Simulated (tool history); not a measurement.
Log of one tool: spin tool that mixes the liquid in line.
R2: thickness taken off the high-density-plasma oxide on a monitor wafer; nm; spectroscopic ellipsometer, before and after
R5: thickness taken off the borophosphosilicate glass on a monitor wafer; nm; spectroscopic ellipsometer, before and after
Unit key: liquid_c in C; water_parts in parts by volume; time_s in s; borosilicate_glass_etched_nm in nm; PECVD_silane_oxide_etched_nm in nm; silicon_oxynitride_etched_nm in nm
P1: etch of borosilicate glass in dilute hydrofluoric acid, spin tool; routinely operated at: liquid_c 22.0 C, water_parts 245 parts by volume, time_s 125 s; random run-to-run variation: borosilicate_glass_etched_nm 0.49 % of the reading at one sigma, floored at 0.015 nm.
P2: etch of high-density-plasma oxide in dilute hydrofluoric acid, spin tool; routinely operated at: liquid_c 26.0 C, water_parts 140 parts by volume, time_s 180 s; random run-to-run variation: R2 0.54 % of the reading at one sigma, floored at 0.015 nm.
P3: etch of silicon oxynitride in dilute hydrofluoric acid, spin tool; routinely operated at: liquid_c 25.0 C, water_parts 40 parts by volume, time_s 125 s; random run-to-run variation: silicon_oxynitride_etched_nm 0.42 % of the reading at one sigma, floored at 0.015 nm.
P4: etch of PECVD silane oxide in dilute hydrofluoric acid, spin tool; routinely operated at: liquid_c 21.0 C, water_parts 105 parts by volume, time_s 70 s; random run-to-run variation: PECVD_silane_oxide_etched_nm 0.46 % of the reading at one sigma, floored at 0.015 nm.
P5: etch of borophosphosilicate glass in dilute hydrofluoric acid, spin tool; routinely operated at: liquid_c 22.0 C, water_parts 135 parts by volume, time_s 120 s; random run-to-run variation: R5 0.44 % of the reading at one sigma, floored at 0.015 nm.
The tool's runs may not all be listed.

run 1 hour=8.5 | process=P1 liquid_c=22.0 water_parts=245 time_s=125 | borosilicate_glass_etched_nm=11.9750
run 2 hour=15.1 | process=P2 liquid_c=33.5 water_parts=140 time_s=180 | R2=10.1130
run 3 hour=22.3 | process=P4 liquid_c=21.0 water_parts=105 time_s=70 | PECVD_silane_oxide_etched_nm=29.597
run 4 hour=27.8 | process=P3 liquid_c=25.0 water_parts=40 time_s=45 | silicon_oxynitride_etched_nm=6.1042
run 5 hour=38.4 | process=P2 liquid_c=26.0 water_parts=205 time_s=180 | R2=4.8673
run 6 hour=45.0 | process=P3 liquid_c=25.0 water_parts=40 time_s=125 | silicon_oxynitride_etched_nm=16.9510
run 7 hour=54.4 | process=P1 liquid_c=22.0 water_parts=245 time_s=125 | borosilicate_glass_etched_nm=11.9450
run 8 hour=65.2 | process=P1 liquid_c=22.0 water_parts=245 time_s=125 | borosilicate_glass_etched_nm=11.8110
-- hour=66.2 hydrofluoric acid flow meter replaced
run 9 hour=73.5 | process=P4 liquid_c=21.0 water_parts=30 time_s=70 | PECVD_silane_oxide_etched_nm=112.250
run 10 hour=79.0 | process=P1 liquid_c=22.0 water_parts=245 time_s=125 | borosilicate_glass_etched_nm=11.8550
run 11 hour=85.0 | process=P4 liquid_c=28.5 water_parts=105 time_s=70 | PECVD_silane_oxide_etched_nm=39.445
run 12 hour=92.1 | process=P1 liquid_c=22.0 water_parts=245 time_s=250 | borosilicate_glass_etched_nm=23.6630
run 13 hour=100.9 | process=P1 liquid_c=22.0 water_parts=245 time_s=125 | borosilicate_glass_etched_nm=11.8730
run 14 hour=106.1 | process=P5 liquid_c=17.0 water_parts=135 time_s=120 | R5=17.741
run 15 hour=113.3 | process=P1 liquid_c=29.5 water_parts=245 time_s=185 | borosilicate_glass_etched_nm=22.8670
run 16 hour=119.9 | process=P4 liquid_c=21.0 water_parts=105 time_s=70 | PECVD_silane_oxide_etched_nm=29.466
run 17 hour=131.4 | process=P5 liquid_c=22.0 water_parts=230 time_s=120 | R5=11.482
run 18 hour=140.8 | process=P4 liquid_c=21.0 water_parts=105 time_s=135 | PECVD_silane_oxide_etched_nm=56.531
run 19 hour=148.9 | process=P2 liquid_c=26.0 water_parts=140 time_s=180 | R2=7.6870
run 20 hour=159.3 | process=P1 liquid_c=22.0 water_parts=425 time_s=125 | borosilicate_glass_etched_nm=5.8002
run 21 hour=165.0 | process=P3 liquid_c=33.5 water_parts=40 time_s=125 | silicon_oxynitride_etched_nm=25.5670
run 22 hour=173.7 | process=P3 liquid_c=25.0 water_parts=70 time_s=125 | silicon_oxynitride_etched_nm=9.5191
run 23 hour=184.4 | process=P2 liquid_c=26.0 water_parts=140 time_s=180 | R2=7.7049
-- hour=187.7 thermometer replaced
run 24 hour=195.1 | process=P1 liquid_c=22.0 water_parts=245 time_s=125 | borosilicate_glass_etched_nm=11.8660
run 25 hour=201.3 | process=P5 liquid_c=22.0 water_parts=135 time_s=120 | R5=21.597
run 26 hour=212.3 | process=P5 liquid_c=22.0 water_parts=135 time_s=205 | R5=36.789
run 27 hour=224.0 | process=P1 liquid_c=22.0 water_parts=65 time_s=125 | borosilicate_glass_etched_nm=55.2630
run 28 hour=235.0 | process=P2 liquid_c=26.0 water_parts=140 time_s=355 | R2=15.0710
run 29 hour=243.9 | process=P1 liquid_c=17.0 water_parts=245 time_s=125 | borosilicate_glass_etched_nm=9.8662
run 30 hour=251.7 | process=P1 liquid_c=26.5 water_parts=245 time_s=125 | borosilicate_glass_etched_nm=13.9970
run 31 hour=257.5 | process=P1 liquid_c=22.0 water_parts=245 time_s=15 | borosilicate_glass_etched_nm=1.4111
run 32 hour=264.4 | process=P1 liquid_c=22.0 water_parts=245 time_s=125 | borosilicate_glass_etched_nm=11.8710
run 33 hour=269.9 | process=P1 liquid_c=22.0 water_parts=245 time_s=125 | borosilicate_glass_etched_nm=11.5050
run 34 hour=275.3 | process=P1 liquid_c=22.0 water_parts=245 time_s=125 | borosilicate_glass_etched_nm=11.3750
run 35 hour=284.7 | process=P1 liquid_c=22.0 water_parts=245 time_s=125 | borosilicate_glass_etched_nm=11.0740
run 36 hour=290.6 | process=P1 liquid_c=22.0 water_parts=245 time_s=125 | borosilicate_glass_etched_nm=11.0200
run 37 hour=296.7 | process=P1 liquid_c=22.0 water_parts=245 time_s=125 | borosilicate_glass_etched_nm=10.9870
run 38 hour=305.5 | process=P1 liquid_c=22.0 water_parts=245 time_s=125 | borosilicate_glass_etched_nm=10.8660
run 39 hour=316.4 | process=P1 liquid_c=22.0 water_parts=245 time_s=125 | borosilicate_glass_etched_nm=10.8950
run 40 hour=328.1 | process=P1 liquid_c=22.0 water_parts=245 time_s=125 | borosilicate_glass_etched_nm=10.9510
run 41 hour=337.1 | process=P1 liquid_c=22.0 water_parts=245 time_s=125 | borosilicate_glass_etched_nm=10.8140

Compared with where it was, what P1 gives has crept away. Each cause listed below fits the log as well as the rest, at the size given for it:
A: hydrofluoric acid flow below the setpoint (%) = 6.83
B: liquid colder than its thermometer reads (K) = 2.37
The process output started creeping at around hour 264.4.

Question marks stand in for the results of the 4 check runs listed below, each run on one wafer. Under which run would the listed causes show clearly different results?
run check 1 hour=346.1 | process=P3 liquid_c=33.0 water_parts=40 time_s=125 | silicon_oxynitride_etched_nm=?
run check 2 hour=346.1 | process=P2 liquid_c=33.0 water_parts=140 time_s=180 | R2=?
run check 3 hour=346.1 | process=P4 liquid_c=27.5 water_parts=105 time_s=130 | PECVD_silane_oxide_etched_nm=?
run check 4 hour=346.1 | process=P5 liquid_c=22.0 water_parts=195 time_s=205 | R5=?

Predicted outcomes, by check and by cause:
check=check_1 result=silicon_oxynitride_etched_nm if_A=23.1780 if_B=22.3620
check=check_2 result=R2 if_A=9.1291 if_B=9.1370
check=check_3 result=PECVD_silane_oxide_etched_nm if_A=65.170 if_B=64.478
check=check_4 result=R5 if_A=21.978 if_B=21.855
How far apart the two closest causes lie, in the result that separates them most: check 1 3.58 %; check 2 0.09 %; check 3 1.07 %; check 4 0.56 %
The other checks would show nearly matching results whichever cause is true, so check 1 is the only one that separates the causes.

With check 1 done, the readings were: silicon_oxynitride_etched_nm 23.2140 nm. Identify which of the listed causes applies.

It was cause A: hydrofluoric acid flow below the setpoint (%).
